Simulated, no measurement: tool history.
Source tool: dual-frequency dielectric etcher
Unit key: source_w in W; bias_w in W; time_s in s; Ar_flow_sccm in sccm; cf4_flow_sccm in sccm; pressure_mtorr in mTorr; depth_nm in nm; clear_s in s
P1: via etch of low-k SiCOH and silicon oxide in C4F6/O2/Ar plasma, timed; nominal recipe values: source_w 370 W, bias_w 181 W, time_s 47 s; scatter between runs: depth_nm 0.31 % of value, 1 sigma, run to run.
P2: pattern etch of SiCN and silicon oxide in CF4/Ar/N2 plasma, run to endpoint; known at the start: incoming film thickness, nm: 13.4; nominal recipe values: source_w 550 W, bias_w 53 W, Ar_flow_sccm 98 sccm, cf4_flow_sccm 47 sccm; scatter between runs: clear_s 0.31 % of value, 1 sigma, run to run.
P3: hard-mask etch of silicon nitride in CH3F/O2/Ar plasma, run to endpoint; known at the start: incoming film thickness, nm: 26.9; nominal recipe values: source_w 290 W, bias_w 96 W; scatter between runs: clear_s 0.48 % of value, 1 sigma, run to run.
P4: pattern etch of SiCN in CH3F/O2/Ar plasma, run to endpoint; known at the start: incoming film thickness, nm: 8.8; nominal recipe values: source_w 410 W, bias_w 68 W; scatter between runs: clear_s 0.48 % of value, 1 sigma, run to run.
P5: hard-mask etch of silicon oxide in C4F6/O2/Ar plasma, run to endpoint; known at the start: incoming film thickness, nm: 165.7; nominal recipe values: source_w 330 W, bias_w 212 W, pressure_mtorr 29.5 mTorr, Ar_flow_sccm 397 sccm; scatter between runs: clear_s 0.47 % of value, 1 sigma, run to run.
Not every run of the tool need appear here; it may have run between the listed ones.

run	day	process	source_w	bias_w	time_s	Ar_flow_sccm	cf4_flow_sccm	pressure_mtorr	hours since the last wet clean	hours since the last source power generator calibration	hours since the last bias power generator calibration	depth_nm	clear_s
1	0.721	P1	370	181	47				223.8	3529.3	2696.2	118.81	
2	1.271	P4	410	90					237	3542.5	2709.4		21.861
3	1.788	P4	560	68					249.4	3554.9	2721.8		21.181
4	2.496	P2	780	53		98	47		266.4	3571.9	2738.8		11.173
5	2.988	P2	550	53		98	47		278.2	3583.7	2750.6		15.322
6	3.621	P1	370	181	47				293.4	3598.9	2765.8	119.25	
7	3.958	P1	490	181	47				301.5	3607	2773.9	133.59	
8	4.683	P1	370	181	47				318.9	3624.4	2791.3	119.91	
9	5.267	P3	290	96					332.9	3638.4	2805.3		40.236
10	5.888	P1	370	137	62				347.8	3653.3	2820.2	145.01	
11	6.483	P1	370	181	62				362.1	3667.6	2834.5	157.19	
12	6.9	P2	550	53		71	47		372.1	3677.6	2844.5		14.436
13	7.508	P5	330	212		397		29.5	386.7	3692.2	2859.1		56.679
14	7.825	P3	290	96					394.3	3699.8	2866.7		39.824
15	8.467	P3	370	96					409.7	3715.2	2882.1		36.636
16	8.975	P1	370	247	60				421.9	3727.4	2894.3	168.95	
17	9.354	P5	330	136		397		29.5	431	3736.5	2903.4		65.019
18	10	P2	550	53		98	37		446.5	3752	2918.9		15.962
19	10.471	P4	410	68					457.8	3763.3	2930.2		23.943
20	11.154	P3	290	115					474.2	3779.7	2946.6		37.291
21	11.633	P2	550	66		98	47		485.7	3791.2	2958.1		14.125
22	12.033	P1	230	181	47				495.3	3800.8	2967.7	99.762	
23	12.558	P5	330	212		263		29.5	507.9	3813.4	2980.3		54.192
24	13.112	P1	370	181	30				521.2	3826.7	2993.6	76.55	
25	13.783	P5	330	212		397		35.5	537.3	3842.8	3009.7		57.085
26	14.338	P1	370	243	47				550.6	3856.1	3023	131.09	

Run 27 comes next. What will it give?
27	14.904	P5	330	212		397		29.5	564.2	3869.7	3036.6		?

For run 27 the tool returned clear_s 56.504 s.
